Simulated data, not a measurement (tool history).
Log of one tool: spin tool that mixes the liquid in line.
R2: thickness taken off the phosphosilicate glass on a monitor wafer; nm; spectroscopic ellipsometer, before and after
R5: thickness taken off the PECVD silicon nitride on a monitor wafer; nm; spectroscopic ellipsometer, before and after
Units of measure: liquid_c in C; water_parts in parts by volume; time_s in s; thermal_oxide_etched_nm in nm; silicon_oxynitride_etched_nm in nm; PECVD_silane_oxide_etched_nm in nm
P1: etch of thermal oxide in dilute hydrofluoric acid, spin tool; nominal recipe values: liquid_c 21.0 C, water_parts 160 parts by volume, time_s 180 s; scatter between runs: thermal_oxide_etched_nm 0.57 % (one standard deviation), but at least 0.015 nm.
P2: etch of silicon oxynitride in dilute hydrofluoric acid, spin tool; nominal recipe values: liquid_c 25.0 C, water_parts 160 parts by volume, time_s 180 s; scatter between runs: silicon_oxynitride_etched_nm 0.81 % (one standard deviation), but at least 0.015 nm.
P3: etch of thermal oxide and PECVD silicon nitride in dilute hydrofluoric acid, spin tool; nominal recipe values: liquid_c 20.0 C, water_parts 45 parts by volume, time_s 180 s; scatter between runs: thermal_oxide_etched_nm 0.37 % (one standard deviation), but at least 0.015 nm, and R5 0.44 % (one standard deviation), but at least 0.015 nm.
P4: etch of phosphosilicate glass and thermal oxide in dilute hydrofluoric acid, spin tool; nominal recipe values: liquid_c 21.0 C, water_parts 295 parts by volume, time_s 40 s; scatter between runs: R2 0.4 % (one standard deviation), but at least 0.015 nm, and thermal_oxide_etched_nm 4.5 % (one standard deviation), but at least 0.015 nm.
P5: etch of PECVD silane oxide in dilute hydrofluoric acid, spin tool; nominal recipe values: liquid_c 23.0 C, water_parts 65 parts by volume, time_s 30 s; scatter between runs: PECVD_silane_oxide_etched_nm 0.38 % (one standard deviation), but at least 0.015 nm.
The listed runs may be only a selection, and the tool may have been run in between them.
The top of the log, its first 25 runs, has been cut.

run 26 hour=223.1 | process=P1 liquid_c=21.0 water_parts=90 time_s=285 | thermal_oxide_etched_nm=13.98600
run 27 hour=232.8 | process=P1 liquid_c=21.0 water_parts=160 time_s=180 | thermal_oxide_etched_nm=4.63090
run 28 hour=239.3 | process=P4 liquid_c=21.0 water_parts=420 time_s=40 | thermal_oxide_etched_nm=0.28390 R2=11.383
run 29 hour=251.9 | process=P4 liquid_c=21.0 water_parts=295 time_s=60 | thermal_oxide_etched_nm=0.65676 R2=26.971
run 30 hour=259.9 | process=P2 liquid_c=25.0 water_parts=260 time_s=180 | silicon_oxynitride_etched_nm=1.4132
run 31 hour=268.2 | process=P3 liquid_c=20.0 water_parts=45 time_s=180 | thermal_oxide_etched_nm=16.88700 R5=5.0974
run 32 hour=280.7 | process=P1 liquid_c=21.0 water_parts=160 time_s=180 | thermal_oxide_etched_nm=4.65120
run 33 hour=290.9 | process=P1 liquid_c=21.0 water_parts=160 time_s=180 | thermal_oxide_etched_nm=4.46080
run 34 hour=297.7 | process=P1 liquid_c=21.0 water_parts=160 time_s=180 | thermal_oxide_etched_nm=4.48570
run 35 hour=306.0 | process=P1 liquid_c=21.0 water_parts=160 time_s=180 | thermal_oxide_etched_nm=4.44890
run 36 hour=318.7 | process=P1 liquid_c=21.0 water_parts=160 time_s=180 | thermal_oxide_etched_nm=4.38530

Run 37 comes next. What will it give?
run 37 hour=327.4 | process=P1 liquid_c=21.0 water_parts=160 time_s=180 | thermal_oxide_etched_nm=?

{"run 37": {"thermal_oxide_etched_nm": 4.3428}}
